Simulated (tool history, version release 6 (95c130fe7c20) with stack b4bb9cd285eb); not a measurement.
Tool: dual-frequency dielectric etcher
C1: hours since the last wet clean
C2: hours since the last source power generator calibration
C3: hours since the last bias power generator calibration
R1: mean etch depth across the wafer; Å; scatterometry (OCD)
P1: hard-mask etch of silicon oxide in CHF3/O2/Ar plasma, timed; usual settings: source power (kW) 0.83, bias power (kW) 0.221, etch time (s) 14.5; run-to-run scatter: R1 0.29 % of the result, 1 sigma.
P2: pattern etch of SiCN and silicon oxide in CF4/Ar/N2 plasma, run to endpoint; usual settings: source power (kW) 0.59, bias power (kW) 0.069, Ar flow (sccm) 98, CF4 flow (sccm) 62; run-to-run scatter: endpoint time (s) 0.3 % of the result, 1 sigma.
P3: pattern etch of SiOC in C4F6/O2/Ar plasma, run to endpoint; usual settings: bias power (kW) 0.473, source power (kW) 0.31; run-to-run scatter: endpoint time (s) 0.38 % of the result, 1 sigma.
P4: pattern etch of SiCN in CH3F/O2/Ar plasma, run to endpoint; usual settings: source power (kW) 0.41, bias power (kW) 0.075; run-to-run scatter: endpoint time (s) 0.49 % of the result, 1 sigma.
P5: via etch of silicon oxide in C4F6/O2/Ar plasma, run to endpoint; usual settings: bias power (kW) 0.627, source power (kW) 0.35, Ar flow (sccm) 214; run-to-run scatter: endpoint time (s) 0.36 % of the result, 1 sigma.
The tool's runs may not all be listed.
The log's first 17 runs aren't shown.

Run 18, hour 254: process that ran P4, source power (kW) 0.33, bias power (kW) 0.075; C1 29; C2 3064; C3 1249.9. Result: endpoint time (s) 32.68.
Run 19, hour 270.1: process that ran P3, source power (kW) 0.31, bias power (kW) 0.473; C1 45.1; C2 3080.1; C3 1266. Result: endpoint time (s) 10.927.
Run 20, hour 279.1: process that ran P3, source power (kW) 0.18, bias power (kW) 0.473; C1 54.1; C2 3089.1; C3 1275. Result: endpoint time (s) 13.359.
Run 21, hour 290: process that ran P1, source power (kW) 0.83, bias power (kW) 0.307, etch time (s) 14.5; C1 65; C2 3100; C3 1285.9. Result: R1 382.56 Å.
Run 22, hour 301.1: process that ran P1, source power (kW) 0.52, bias power (kW) 0.221, etch time (s) 11.5; C1 76.1; C2 3111.1; C3 1297. Result: R1 224.13 Å.
Run 23, hour 315: process that ran P1, source power (kW) 0.83, bias power (kW) 0.221, etch time (s) 14.5; C1 90; C2 3125; C3 1310.9. Result: R1 339.08 Å.
Run 24, hour 332.9: process that ran P2, source power (kW) 0.59, bias power (kW) 0.069, Ar flow (sccm) 58, CF4 flow (sccm) 62; C1 107.9; C2 3142.9; C3 1328.8. Result: endpoint time (s) 8.0191.
Run 25, hour 343.5: process that ran P1, source power (kW) 0.99, bias power (kW) 0.156, etch time (s) 14.5; C1 118.5; C2 3153.5; C3 1339.4. Result: R1 323.35 Å.
Run 26, hour 356.9: process that ran P5, source power (kW) 0.46, bias power (kW) 0.627, Ar flow (sccm) 214; C1 131.9; C2 3166.9; C3 1352.8. Result: endpoint time (s) 19.421.

Run 27 comes next. What will it give?
Run 27, hour 375: process that ran P5, source power (kW) 0.35, bias power (kW) 0.627, Ar flow (sccm) 214; C1 150; C2 3185; C3 1370.9. Result: endpoint time (s) ?.

endpoint time (s): 21.642
